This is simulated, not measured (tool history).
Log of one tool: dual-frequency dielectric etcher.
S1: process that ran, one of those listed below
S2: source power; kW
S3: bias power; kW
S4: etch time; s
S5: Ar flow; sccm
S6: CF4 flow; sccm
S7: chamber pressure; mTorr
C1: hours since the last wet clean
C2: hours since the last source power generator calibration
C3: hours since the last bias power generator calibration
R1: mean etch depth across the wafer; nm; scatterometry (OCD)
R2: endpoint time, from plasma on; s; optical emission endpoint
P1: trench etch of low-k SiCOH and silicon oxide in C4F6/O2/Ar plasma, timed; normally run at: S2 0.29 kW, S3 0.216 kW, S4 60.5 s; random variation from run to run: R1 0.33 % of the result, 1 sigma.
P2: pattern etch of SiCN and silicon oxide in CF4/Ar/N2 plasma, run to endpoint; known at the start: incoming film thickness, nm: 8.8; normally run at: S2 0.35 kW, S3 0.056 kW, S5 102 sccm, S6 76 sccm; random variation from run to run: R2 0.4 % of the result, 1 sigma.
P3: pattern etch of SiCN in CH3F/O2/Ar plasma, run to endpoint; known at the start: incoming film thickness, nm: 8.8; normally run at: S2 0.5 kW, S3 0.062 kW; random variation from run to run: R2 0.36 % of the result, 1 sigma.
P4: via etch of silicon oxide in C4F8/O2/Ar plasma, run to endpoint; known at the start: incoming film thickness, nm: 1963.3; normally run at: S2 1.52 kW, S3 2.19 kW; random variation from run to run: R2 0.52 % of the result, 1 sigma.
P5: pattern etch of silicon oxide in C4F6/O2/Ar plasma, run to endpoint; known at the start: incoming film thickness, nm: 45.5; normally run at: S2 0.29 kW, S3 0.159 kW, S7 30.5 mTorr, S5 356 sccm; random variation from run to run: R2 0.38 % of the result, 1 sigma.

run	hour	S1	S2	S3	S4	S5	S6	S7	C1	C2	C3	R1	R2
1	10.7	P1	0.29	0.216	60.5				268.2	1202.6	932.5	183.97	
2	21.9	P2	0.2	0.056		102	76		279.4	1213.8	943.7		22.177
3	35.2	P4	1.52	1.328					292.7	1227.1	957		506.11
4	47	P5	0.29	0.099		356		30.5	304.5	1238.9	968.8		20.767
5	56.9	P5	0.29	0.159		234		30.5	314.4	1248.8	978.7		17.038
6	66.6	P4	0.93	2.19					324.1	1258.5	988.4		542.16
7	76.2	P3	0.5	0.062					333.7	1268.1	998		22.58
8	90.1	P4	1.52	2.19					347.6	1282	1011.9		441.84
9	103.7	P1	0.29	0.216	33.5				361.2	1295.6	1025.5	101.74	
10	113	P1	0.29	0.216	75.5				370.5	1304.9	1034.8	229.1	
11	124.9	P1	0.29	0.216	60.5				382.4	1316.8	1046.7	183.85	
12	137	P2	0.35	0.037		102	76		394.5	1328.9	1058.8		15.341
13	149.3	P5	0.29	0.159		356		30.5	406.8	1341.2	1071.1		17.778
14	164.2	P1	0.29	0.216	60.5				421.7	1356.1	1086	183.06	
15	176.8	P1	0.2	0.216	60.5				434.3	1368.7	1098.6	159.9	
16	188.3	P3	0.5	0.062					445.8	1380.2	1110.1		22.764
17	201.8	P1	0.37	0.216	60.5				459.3	1393.7	1123.6	202.17	
18	208.6	P1	0.29	0.128	60.5				466.1	1400.5	1130.4	155.49	
19	220.5	P1	0.18	0.281	60.5				478	1412.4	1142.3	169.09	
20	233.5	P1	0.29	0.139	33.5				491	1425.4	1155.3	88.456	
21	248.1	P5	0.39	0.159		356		30.5	505.6	1440	1169.9		15.97
22	255	P1	0.29	0.216	60.5				512.5	1446.9	1176.8	183.99	
23	266.1	P5	0.29	0.159		356		43	523.6	1458	1187.9		18.776
24	279.2	P1	0.29	0.216	60.5				536.7	1471.1	1201	184.05	
25	293.7	P3	0.5	0.082					551.2	1485.6	1215.5		20.676
26	303.4	P2	0.35	0.056		102	45		560.9	1495.3	1225.2		14.797
27	314.3	P2	0.35	0.056		133	76		571.8	1506.2	1236.1		14.069
28	323.5	P1	0.29	0.267	60.5				581	1515.4	1245.3	196.85	
29	335.5	P1	0.29	0.216	60.5				593	1527.4	1257.3	184.57	
30	344	P3	0.35	0.062					601.5	1535.9	1265.8		25.824
31	355.8	P4	1.52	2.19					613.3	1547.7	1277.6		445.01
32	366.3	P2	0.35	0.056		102	76		623.8	1558.2	1288.1		13.455
33	375.7	P1	0.29	0.216	60.5				633.2	1567.6	1297.5	184.48	
34	382.8	P1	0.29	0.216	60.5				640.3	1574.7	1304.6	185.26	
35	389.7	P1	0.29	0.216	60.5				647.2	1581.6	1311.5	186.09	
36	401.4	P1	0.29	0.216	60.5				658.9	1593.3	1323.2	186.92	
# hour 409.2: wet clean of the chamber
37	412.2	P1	0.29	0.216	60.5				3.1	1604.1	1334	187.04	
38	426	P1	0.29	0.216	60.5				16.9	1617.9	1347.8	186.66	
39	435	P1	0.29	0.216	60.5				25.9	1626.9	1356.8	186.58	
40	444.8	P1	0.29	0.216	60.5				35.7	1636.7	1366.6	188.29	
41	455.8	P1	0.29	0.216	60.5				46.7	1647.7	1377.6	186.61	
42	463.7	P1	0.29	0.216	60.5				54.6	1655.6	1385.5	186.84	

What P1 gives has crept away from where it was. These 2 causes fit the log equally well, each at the size given:
A: source power that arrives over what is set, % = 4.38
B: bias power that arrives over what is set, % = 5
The creep began at about hour 375.7.
Why every other cause is out:
chamber walls in a state that raises the etch rate, %: serviced at hour 409.2, which brought nothing back

4 check runs are offered, each on 2 wafers whose results are averaged, their results left as question marks. Which one tells the causes apart?
check 1	471.6	P3	0.37	0.077									?
check 2	471.6	P2	0.35	0.04		102	76						?
check 3	471.6	P5	0.36	0.159		306		30.5					?
check 4	471.6	P4	0.95	1.762									?

What each check would give under each cause:
check	result	if A	if B
check 1	R2	23.263	23.224
check 2	R2	14.427	14.777
check 3	R2	15.916	15.941
check 4	R2	560.01	561.45
How far apart the two closest causes lie, in the result that separates them most: check 1 0.16 %; check 2 2.39 %; check 3 0.16 %; check 4 0.26 %
Check 2 tells the causes apart: in the others they would give nearly the same result.

Then check 2 was run and gave: R2 14.756 s. Which cause is it?

It is B: bias power that arrives over what is set, %.

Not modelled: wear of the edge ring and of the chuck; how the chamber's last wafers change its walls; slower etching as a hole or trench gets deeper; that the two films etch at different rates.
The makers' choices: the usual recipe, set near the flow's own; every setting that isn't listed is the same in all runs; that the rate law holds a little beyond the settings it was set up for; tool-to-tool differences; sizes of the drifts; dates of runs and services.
